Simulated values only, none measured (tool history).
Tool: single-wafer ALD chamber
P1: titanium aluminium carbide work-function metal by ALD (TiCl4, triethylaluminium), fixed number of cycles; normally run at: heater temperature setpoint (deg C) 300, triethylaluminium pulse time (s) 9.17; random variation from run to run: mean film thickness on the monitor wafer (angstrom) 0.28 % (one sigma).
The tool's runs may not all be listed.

run,hour,heater temperature setpoint (deg C),triethylaluminium pulse time (s),hours since the last thermocouple change,hours since the last triethylaluminium bottle change,mean film thickness on the monitor wafer (angstrom)
1,3.4,300,9.17,1242.2,665.7,19.562
2,6.0,300,9.17,1244.8,668.3,19.590
3,9.7,324,9.17,1248.5,672.0,21.713
4,12.0,300,12.15,1250.8,674.3,20.102
5,16.3,300,9.17,1255.1,678.6,19.554
6,19.1,314,14.83,1257.9,681.4,21.545
7,21.9,313,13.77,1260.7,684.2,21.436
8,26.2,278,9.17,1265.0,688.5,17.677
# hour 30.3: triethylaluminium bottle replaced
9,30.6,300,9.17,1269.4,0.3,19.604
10,34.9,300,9.17,1273.7,4.6,19.474
11,36.9,312,11.70,1275.7,6.6,21.055
12,41.1,300,9.17,1279.9,10.8,19.575
13,45.6,300,4.71,1284.4,15.3,16.362
14,50.0,300,9.17,1288.8,19.7,19.585
15,52.3,300,9.17,1291.1,22.0,19.426
16,55.3,300,9.17,1294.1,25.0,19.399
17,59.3,300,9.17,1298.1,29.0,19.189
18,62.5,300,9.17,1301.3,32.2,19.189
19,65.6,300,9.17,1304.4,35.3,19.279
20,67.6,300,9.17,1306.4,37.3,19.207
21,70.3,300,9.17,1309.1,40.0,19.168
22,72.9,300,9.17,1311.7,42.6,19.103
23,77.3,300,9.17,1316.1,47.0,19.097
24,81.6,300,9.17,1320.4,51.3,19.133
25,85.3,300,9.17,1324.1,55.0,19.242

What P1 gives has crept away from where it was. These 2 causes fit the log equally well, each at the size given:
A: triethylaluminium dose below that of a fresh bottle (%) = 13.6
B: wafer temperature below the value expected at the setpoint (K) = 5.46
The creep began at about hour 50.0.

4 check runs are offered, one wafer each, their results left as question marks. Which one tells the causes apart?
check 1,89.0,288,5.83,,,?
check 2,89.0,322,9.17,,,?
check 3,89.0,287,9.17,,,?
check 4,89.0,280,9.17,,,?

What each check would give under each cause:
check,result,if A,if B
check 1,mean film thickness on the monitor wafer (angstrom),15.975,16.377
check 2,mean film thickness on the monitor wafer (angstrom),20.961,21.000
check 3,mean film thickness on the monitor wafer (angstrom),18.044,18.026
check 4,mean film thickness on the monitor wafer (angstrom),17.472,17.443
How far apart the two closest causes lie, in the result that separates them most: check 1 2.49 %; check 2 0.18 %; check 3 0.1 %; check 4 0.17 %
Only check 1 tells the causes apart: in the others they would give nearly the same result.

Check 1 was then run and gave: mean film thickness on the monitor wafer (angstrom) 16.454. Which cause is it?

It is B: wafer temperature below the value expected at the setpoint (K).

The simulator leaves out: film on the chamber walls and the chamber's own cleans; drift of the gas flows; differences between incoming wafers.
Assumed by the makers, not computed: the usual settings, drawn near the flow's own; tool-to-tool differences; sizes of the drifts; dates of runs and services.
